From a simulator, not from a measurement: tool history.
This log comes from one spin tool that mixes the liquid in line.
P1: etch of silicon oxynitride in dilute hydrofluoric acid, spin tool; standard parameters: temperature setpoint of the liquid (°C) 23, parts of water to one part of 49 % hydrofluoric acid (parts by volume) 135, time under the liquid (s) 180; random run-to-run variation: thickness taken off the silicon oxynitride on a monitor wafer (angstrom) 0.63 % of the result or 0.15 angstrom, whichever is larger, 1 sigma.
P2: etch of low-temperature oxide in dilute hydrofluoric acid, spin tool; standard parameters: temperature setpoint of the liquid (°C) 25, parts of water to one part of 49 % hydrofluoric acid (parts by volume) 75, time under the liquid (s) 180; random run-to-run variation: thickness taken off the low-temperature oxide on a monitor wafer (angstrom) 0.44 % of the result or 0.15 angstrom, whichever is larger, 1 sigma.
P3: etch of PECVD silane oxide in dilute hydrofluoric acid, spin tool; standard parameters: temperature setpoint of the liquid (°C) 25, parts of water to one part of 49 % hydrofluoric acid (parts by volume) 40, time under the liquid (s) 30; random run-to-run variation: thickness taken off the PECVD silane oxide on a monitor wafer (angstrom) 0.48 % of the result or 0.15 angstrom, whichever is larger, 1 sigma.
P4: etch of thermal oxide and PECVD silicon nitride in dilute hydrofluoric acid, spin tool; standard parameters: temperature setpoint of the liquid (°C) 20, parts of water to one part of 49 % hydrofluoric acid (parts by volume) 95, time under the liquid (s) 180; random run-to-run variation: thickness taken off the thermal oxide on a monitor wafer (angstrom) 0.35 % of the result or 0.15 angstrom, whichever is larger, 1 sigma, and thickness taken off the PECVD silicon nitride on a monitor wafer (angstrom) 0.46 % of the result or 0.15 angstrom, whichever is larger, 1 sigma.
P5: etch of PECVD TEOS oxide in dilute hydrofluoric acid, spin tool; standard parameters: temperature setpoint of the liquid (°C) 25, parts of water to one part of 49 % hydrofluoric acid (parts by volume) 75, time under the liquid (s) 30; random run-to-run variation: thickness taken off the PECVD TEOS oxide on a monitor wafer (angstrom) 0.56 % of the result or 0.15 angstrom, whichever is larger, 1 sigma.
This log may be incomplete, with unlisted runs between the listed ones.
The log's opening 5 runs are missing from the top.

| run | hour | process that ran | temperature setpoint of the liquid (°C) | parts of water to one part of 49 % hydrofluoric acid (parts by volume) | time under the liquid (s) | hours since the thermometer was replaced | hours since the hydrofluoric acid flow meter was replaced | thickness taken off the silicon oxynitride on a monitor wafer (angstrom) | thickness taken off the low-temperature oxide on a monitor wafer (angstrom) | thickness taken off the PECVD silane oxide on a monitor wafer (angstrom) | thickness taken off the PECVD TEOS oxide on a monitor wafer (angstrom) | thickness taken off the thermal oxide on a monitor wafer (angstrom) | thickness taken off the PECVD silicon nitride on a monitor wafer (angstrom) |
|---|---|---|---|---|---|---|---|---|---|---|---|---|---|
| 6 | 28.8 | P5 | 25 | 75 | 30 | 533.7 | 466.5 |  |  |  | 64.506 |  |  |
| 7 | 33 | P1 | 23 | 135 | 180 | 537.9 | 470.7 | 33.946 |  |  |  |  |  |
| 8 | 38.6 | P5 | 25 | 75 | 60 | 543.5 | 476.3 |  |  |  | 129.53 |  |  |
| 9 | 43.9 | P1 | 23 | 185 | 180 | 548.8 | 481.6 | 23.786 |  |  |  |  |  |
| 10 | 49.1 | P4 | 20 | 45 | 180 | 554 | 486.8 |  |  |  |  | 172.08 | 95.29 |
| 11 | 53.1 | P4 | 20 | 95 | 180 | 558 | 490.8 |  |  |  |  | 77.385 | 46.06 |
| 12 | 58.1 | P1 | 19.5 | 135 | 180 | 563 | 495.8 | 28.335 |  |  |  |  |  |
| 13 | 63.1 | P5 | 29.5 | 75 | 30 | 568 | 500.8 |  |  |  | 77.741 |  |  |
| 14 | 67.7 | P3 | 25 | 40 | 30 | 572.6 | 505.4 |  |  | 416.52 |  |  |  |
| 15 | 72.7 | P2 | 25 | 75 | 180 | 577.6 | 510.4 |  | 437.92 |  |  |  |  |
| 16 | 77.2 | P5 | 25 | 110 | 30 | 582.1 | 514.9 |  |  |  | 42.092 |  |  |
| 17 | 80.4 | P1 | 27 | 85 | 180 | 585.3 | 518.1 | 67.697 |  |  |  |  |  |
| 18 | 86.5 | P4 | 20 | 95 | 55 | 591.4 | 524.2 |  |  |  |  | 23.442 | 13.995 |
| 19 | 93.1 | P3 | 18 | 40 | 30 | 598 | 530.8 |  |  | 309.8 |  |  |  |
| 20 | 96.6 | P1 | 29.5 | 135 | 180 | 601.5 | 534.3 | 45.872 |  |  |  |  |  |
| 21 | 100.3 | P3 | 25 | 70 | 30 | 605.2 | 538 |  |  | 227.41 |  |  |  |
|  | 103.6 | hydrofluoric acid flow meter replaced |
| 22 | 106.8 | P2 | 25 | 105 | 180 | 611.7 | 3.3 |  | 301.15 |  |  |  |  |

For run 23, what comes out?
| 23 | 111 | P1 | 23 | 135 | 180 | 615.9 | 7.5 | ? |  |  |  |  |  |

Run 23 came out at thickness taken off the silicon oxynitride on a monitor wafer (angstrom) 34.245.

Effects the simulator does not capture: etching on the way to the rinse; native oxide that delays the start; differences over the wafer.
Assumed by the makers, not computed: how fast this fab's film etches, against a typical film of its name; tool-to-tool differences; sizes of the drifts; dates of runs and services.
